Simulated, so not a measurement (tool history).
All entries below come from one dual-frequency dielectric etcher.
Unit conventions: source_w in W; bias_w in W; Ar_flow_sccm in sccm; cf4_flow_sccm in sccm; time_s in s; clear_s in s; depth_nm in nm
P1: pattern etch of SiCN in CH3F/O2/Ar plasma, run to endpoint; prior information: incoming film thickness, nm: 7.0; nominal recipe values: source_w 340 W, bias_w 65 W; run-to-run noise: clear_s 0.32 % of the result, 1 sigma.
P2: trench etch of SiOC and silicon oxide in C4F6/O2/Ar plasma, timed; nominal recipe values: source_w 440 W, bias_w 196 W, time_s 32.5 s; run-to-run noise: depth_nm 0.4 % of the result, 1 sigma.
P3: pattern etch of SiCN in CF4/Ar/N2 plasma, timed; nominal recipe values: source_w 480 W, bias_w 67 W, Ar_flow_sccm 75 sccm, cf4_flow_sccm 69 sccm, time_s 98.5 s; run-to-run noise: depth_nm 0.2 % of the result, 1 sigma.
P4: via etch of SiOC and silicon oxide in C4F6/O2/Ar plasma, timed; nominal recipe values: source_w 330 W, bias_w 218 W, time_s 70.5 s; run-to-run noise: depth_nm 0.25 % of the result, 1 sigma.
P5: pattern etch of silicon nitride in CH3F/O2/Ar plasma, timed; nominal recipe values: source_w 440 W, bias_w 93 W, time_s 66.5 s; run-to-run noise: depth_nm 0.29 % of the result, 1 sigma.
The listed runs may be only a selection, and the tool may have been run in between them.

run,hour,process,source_w,bias_w,Ar_flow_sccm,cf4_flow_sccm,time_s,hours since the last wet clean,hours since the last source power generator calibration,hours since the last bias power generator calibration,clear_s,depth_nm
1,4.3,P1,340,65,,,,154.3,2436.3,1087.6,20.369,
2,11.2,P1,340,65,,,,161.2,2443.2,1094.5,20.546,
3,19.5,P3,480,67,75,69,98.5,169.5,2451.5,1102.8,,90.269
4,26.6,P4,420,218,,,70.5,176.6,2458.6,1109.9,,85.3
5,34.5,P1,340,80,,,,184.5,2466.5,1117.8,19.066,
6,39.8,P5,440,93,,,36.5,189.8,2471.8,1123.1,,28.433
7,46.2,P5,440,117,,,66.5,196.2,2478.2,1129.5,,56.22
8,54.1,P3,480,67,57,69,98.5,204.1,2486.1,1137.4,,93.557
9,61.8,P5,260,93,,,66.5,211.8,2493.8,1145.1,,42.683
10,66.6,P4,330,218,,,70.5,216.6,2498.6,1149.9,,77.993
11,73.9,P4,330,218,,,70.5,223.9,2505.9,1157.2,,77.829
12,77.9,P4,330,218,,,98.5,227.9,2509.9,1161.2,,108.45
13,82.1,P1,250,65,,,,232.1,2514.1,1165.4,22.929,
14,87.1,P1,410,65,,,,237.1,2519.1,1170.4,19.067,
15,90.8,P1,430,54,,,,240.8,2522.8,1174.1,20.029,
16,97.5,P1,240,54,,,,247.5,2529.5,1180.8,24.997,
17,105.9,P1,340,65,,,,255.9,2537.9,1189.2,20.495,
18,113,P3,480,67,75,69,136,263,2545,1196.3,,124.46
19,120.3,P1,340,65,,,,270.3,2552.3,1203.6,20.452,
20,126.3,P3,630,67,75,69,98.5,276.3,2558.3,1209.6,,114.89
21,130.6,P3,480,67,75,94,98.5,280.6,2562.6,1213.9,,94.274
22,137.8,P1,340,65,,,,287.8,2569.8,1221.1,20.432,
23,142.9,P2,440,196,,,32.5,292.9,2574.9,1226.2,,68.975
24,147.3,P3,480,86,75,69,98.5,297.3,2579.3,1230.6,,97.9
25,151.2,P2,440,196,,,32.5,301.2,2583.2,1234.5,,68.921
26,156.1,P5,440,93,,,66.5,306.1,2588.1,1239.4,,51.77
# hour 164: wet clean of the chamber
27,164.3,P1,410,90,,,,0.4,2596.3,1247.6,17.026,
28,170.7,P2,440,196,,,41,6.8,2602.7,1254,,86.375
29,177.3,P1,340,65,,,,13.4,2609.3,1260.6,20.541,
30,181.7,P2,440,264,,,32.5,17.8,2613.7,1265,,75.7
31,189.7,P1,340,40,,,,25.8,2621.7,1273,24.104,
32,193.5,P2,300,196,,,32.5,29.6,2625.5,1276.8,,59.395
33,197.8,P1,340,65,,,,33.9,2629.8,1281.1,20.434,
34,204.1,P4,330,159,,,70.5,40.2,2636.1,1287.4,,70.118
35,212.4,P1,340,65,,,,48.5,2644.4,1295.7,20.567,
36,217.2,P1,340,65,,,,53.3,2649.2,1300.5,20.461,
37,224.9,P1,340,65,,,,61,2656.9,1308.2,20.109,
38,229.9,P1,340,65,,,,66,2661.9,1313.2,20.209,
39,234.3,P1,340,65,,,,70.4,2666.3,1317.6,20.163,
# hour 235.6: wet clean of the chamber
40,241.8,P1,340,65,,,,6.2,2673.8,1325.1,20.217,
41,248.9,P1,340,65,,,,13.3,2680.9,1332.2,20.175,
42,254.1,P1,340,65,,,,18.5,2686.1,1337.4,20.223,

Compared with where it was, what P1 gives has crept away. Each cause listed below fits the log as well as the rest, at the size given for it:
A: bias power that arrives over what is set, % = 4.66
B: source power that arrives over what is set, % = 4.33
Creep in the process output first set in at about hour 212.4.
Why every other cause is out:
chamber walls in a state that raises the etch rate, %: serviced at hour 235.6, which brought nothing back

Listed below are the offered check runs, one wafer per run, with question marks in place of results. For which of them would the causes give clearly different outcomes?
check 1,259.3,P4,410,218,,,70.5,,,,,?
check 2,259.3,P3,590,67,62,69,98.5,,,,,?
check 3,259.3,P2,440,238,,,40.5,,,,,?
check 4,259.3,P5,440,117,,,66.5,,,,,?

If the cause were each of the candidates in turn, the checks would give the following:
check,result,if A,if B
check 1,depth_nm,85.915,85.999
check 2,depth_nm,112.65,115.32
check 3,depth_nm,92.617,92.714
check 4,depth_nm,57.223,57.139
Per check, the gap between the least separated pair of causes, taken in the result that splits them most: check 1 0.1 %; check 2 2.34 %; check 3 0.1 %; check 4 0.15 %
Check 2 distinguishes between the causes, while the remaining checks would return nearly the same result for all of them.

The results of check 2 are: depth_nm 112.77 nm. Based on these, which of the listed causes is it?

Of the candidate causes, it is A: bias power that arrives over what is set, %.
